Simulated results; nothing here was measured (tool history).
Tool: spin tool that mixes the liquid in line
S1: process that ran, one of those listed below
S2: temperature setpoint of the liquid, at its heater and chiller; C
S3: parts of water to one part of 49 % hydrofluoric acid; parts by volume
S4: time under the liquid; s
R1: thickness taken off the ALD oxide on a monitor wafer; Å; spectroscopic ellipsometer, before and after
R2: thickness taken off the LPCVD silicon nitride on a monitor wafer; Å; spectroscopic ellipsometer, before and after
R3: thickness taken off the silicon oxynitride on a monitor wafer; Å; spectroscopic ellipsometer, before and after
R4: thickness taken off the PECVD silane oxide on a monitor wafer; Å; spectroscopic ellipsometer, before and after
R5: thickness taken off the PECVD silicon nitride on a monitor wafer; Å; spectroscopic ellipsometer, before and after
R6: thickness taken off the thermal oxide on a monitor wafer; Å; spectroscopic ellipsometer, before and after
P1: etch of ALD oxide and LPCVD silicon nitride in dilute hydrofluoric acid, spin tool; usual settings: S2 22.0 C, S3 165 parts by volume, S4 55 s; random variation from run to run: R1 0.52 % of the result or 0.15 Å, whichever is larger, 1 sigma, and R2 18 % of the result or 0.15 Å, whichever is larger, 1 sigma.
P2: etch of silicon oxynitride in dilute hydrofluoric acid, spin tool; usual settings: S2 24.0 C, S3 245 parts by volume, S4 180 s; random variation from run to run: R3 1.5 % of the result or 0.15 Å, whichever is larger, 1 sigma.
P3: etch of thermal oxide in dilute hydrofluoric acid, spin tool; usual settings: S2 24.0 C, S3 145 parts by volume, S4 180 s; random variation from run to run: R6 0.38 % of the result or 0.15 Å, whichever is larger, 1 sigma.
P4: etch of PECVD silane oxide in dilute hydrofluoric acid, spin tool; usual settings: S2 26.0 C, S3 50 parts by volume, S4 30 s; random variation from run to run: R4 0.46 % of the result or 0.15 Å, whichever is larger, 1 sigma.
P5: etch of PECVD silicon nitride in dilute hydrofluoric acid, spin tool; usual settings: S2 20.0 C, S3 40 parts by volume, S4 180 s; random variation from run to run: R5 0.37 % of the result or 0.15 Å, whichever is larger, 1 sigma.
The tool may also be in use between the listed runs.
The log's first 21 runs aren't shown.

Run 22, day 6.854: S1 P2, S2 24.0 C, S3 375 parts by volume, S4 180 s. Result: R3 8.7998 Å.
Run 23, day 7.271: S1 P5, S2 20.0 C, S3 40 parts by volume, S4 350 s. Result: R5 260.260 Å.
Run 24, day 7.642: S1 P1, S2 22.0 C, S3 165 parts by volume, S4 55 s. Result: R1 80.989 Å, R2 1.20260 Å.
Run 25, day 7.921: S1 P4, S2 26.0 C, S3 50 parts by volume, S4 55 s. Result: R4 542.78 Å.
Run 26, day 8.162: S1 P2, S2 24.0 C, S3 245 parts by volume, S4 20 s. Result: R3 1.8408 Å.
Run 27, day 8.404: S1 P3, S2 24.0 C, S3 145 parts by volume, S4 180 s. Result: R6 53.791 Å.
Run 28, day 8.808: S1 P2, S2 19.5 C, S3 245 parts by volume, S4 180 s. Result: R3 12.4170 Å.
Run 29, day 9.162: S1 P2, S2 24.0 C, S3 245 parts by volume, S4 180 s. Result: R3 15.1010 Å.
Run 30, day 9.562: S1 P1, S2 29.5 C, S3 165 parts by volume, S4 55 s. Result: R1 107.020 Å, R2 3.05990 Å.
Run 31, day 9.900: S1 P1, S2 22.0 C, S3 165 parts by volume, S4 55 s. Result: R1 80.736 Å, R2 1.85680 Å.
Run 32, day 10.121: S1 P1, S2 22.0 C, S3 165 parts by volume, S4 55 s. Result: R1 82.171 Å, R2 1.54790 Å.
Run 33, day 10.550: S1 P1, S2 22.0 C, S3 165 parts by volume, S4 55 s. Result: R1 83.758 Å, R2 1.43620 Å.
Run 34, day 10.858: S1 P1, S2 22.0 C, S3 165 parts by volume, S4 55 s. Result: R1 84.840 Å, R2 1.79540 Å.
Run 35, day 11.258: S1 P1, S2 22.0 C, S3 165 parts by volume, S4 55 s. Result: R1 85.162 Å, R2 1.52050 Å.
Run 36, day 11.633: S1 P1, S2 22.0 C, S3 165 parts by volume, S4 55 s. Result: R1 86.019 Å, R2 2.09360 Å.
Run 37, day 11.883: S1 P1, S2 22.0 C, S3 165 parts by volume, S4 55 s. Result: R1 85.615 Å, R2 1.53080 Å.
Run 38, day 12.117: S1 P1, S2 22.0 C, S3 165 parts by volume, S4 55 s. Result: R1 85.972 Å, R2 1.73540 Å.
Run 39, day 12.546: S1 P1, S2 22.0 C, S3 165 parts by volume, S4 55 s. Result: R1 86.164 Å, R2 1.35340 Å.

Forecast run 40:
Run 40, day 12.904: S1 P1, S2 22.0 C, S3 165 parts by volume, S4 55 s. Result: R1 ?, R2 ?.

R1: 86.226 Å
R2: 1.70700 Å

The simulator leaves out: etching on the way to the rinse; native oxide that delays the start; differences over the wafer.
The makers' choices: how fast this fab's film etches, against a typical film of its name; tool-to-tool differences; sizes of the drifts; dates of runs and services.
